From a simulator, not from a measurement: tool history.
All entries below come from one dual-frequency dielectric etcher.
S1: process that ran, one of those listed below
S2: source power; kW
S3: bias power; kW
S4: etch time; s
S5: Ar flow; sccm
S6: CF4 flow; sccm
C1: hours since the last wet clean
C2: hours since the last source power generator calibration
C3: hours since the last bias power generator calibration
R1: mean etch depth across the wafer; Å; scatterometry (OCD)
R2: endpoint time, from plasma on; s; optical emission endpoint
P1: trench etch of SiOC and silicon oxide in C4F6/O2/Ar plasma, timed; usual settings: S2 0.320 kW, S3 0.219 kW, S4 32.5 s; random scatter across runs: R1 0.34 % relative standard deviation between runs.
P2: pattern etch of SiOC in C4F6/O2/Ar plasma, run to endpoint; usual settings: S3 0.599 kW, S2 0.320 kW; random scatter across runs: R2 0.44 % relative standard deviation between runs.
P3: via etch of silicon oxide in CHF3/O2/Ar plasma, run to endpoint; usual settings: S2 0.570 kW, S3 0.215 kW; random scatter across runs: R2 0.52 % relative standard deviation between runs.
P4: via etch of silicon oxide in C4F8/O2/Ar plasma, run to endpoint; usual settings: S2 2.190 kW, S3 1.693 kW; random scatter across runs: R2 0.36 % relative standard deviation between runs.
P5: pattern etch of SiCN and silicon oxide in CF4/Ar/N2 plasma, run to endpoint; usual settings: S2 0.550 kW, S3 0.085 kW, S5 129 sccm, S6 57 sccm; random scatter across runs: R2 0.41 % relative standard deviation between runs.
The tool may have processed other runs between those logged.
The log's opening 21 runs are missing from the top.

{"run": 22, "hour": 72.8, "S1": "P5", "S2": 0.55, "S3": 0.085, "S5": 129, "S6": 57, "C1": 308.4, "C2": 663.3, "C3": 1067.0, "R2": 11.418}
{"run": 23, "hour": 75.1, "S1": "P2", "S2": 0.32, "S3": 0.599, "C1": 310.7, "C2": 665.6, "C3": 1069.3, "R2": 9.9596}
{"run": 24, "hour": 77.5, "S1": "P4", "S2": 2.92, "S3": 1.693, "C1": 313.1, "C2": 668.0, "C3": 1071.7, "R2": 322.53}
{"run": 25, "hour": 80.8, "S1": "P4", "S2": 2.19, "S3": 1.693, "C1": 316.4, "C2": 671.3, "C3": 1075.0, "R2": 361.4}
{"run": 26, "hour": 83.3, "S1": "P1", "S2": 0.32, "S3": 0.158, "S4": 32.5, "C1": 318.9, "C2": 673.8, "C3": 1077.5, "R1": 543.17}
{"hour": 83.8, "done": "wet clean of the chamber"}
{"run": 27, "hour": 85.3, "S1": "P1", "S2": 0.32, "S3": 0.219, "S4": 32.5, "C1": 1.5, "C2": 675.8, "C3": 1079.5, "R1": 604.37}
{"run": 28, "hour": 88.5, "S1": "P1", "S2": 0.32, "S3": 0.219, "S4": 32.5, "C1": 4.7, "C2": 679.0, "C3": 1082.7, "R1": 602.98}
{"run": 29, "hour": 90.6, "S1": "P1", "S2": 0.32, "S3": 0.219, "S4": 18.0, "C1": 6.8, "C2": 681.1, "C3": 1084.8, "R1": 334.47}
{"run": 30, "hour": 92.5, "S1": "P1", "S2": 0.42, "S3": 0.219, "S4": 45.0, "C1": 8.7, "C2": 683.0, "C3": 1086.7, "R1": 923.82}
{"run": 31, "hour": 96.8, "S1": "P1", "S2": 0.32, "S3": 0.219, "S4": 32.5, "C1": 13.0, "C2": 687.3, "C3": 1091.0, "R1": 604.78}
{"run": 32, "hour": 100.3, "S1": "P1", "S2": 0.32, "S3": 0.219, "S4": 32.5, "C1": 16.5, "C2": 690.8, "C3": 1094.5, "R1": 597.63}

Forecast run 33:
{"run": 33, "hour": 104.7, "S1": "P1", "S2": 0.32, "S3": 0.219, "S4": 32.5, "C1": 20.9, "C2": 695.2, "C3": 1098.9, "R1": "?"}

R1: 596.62 Å
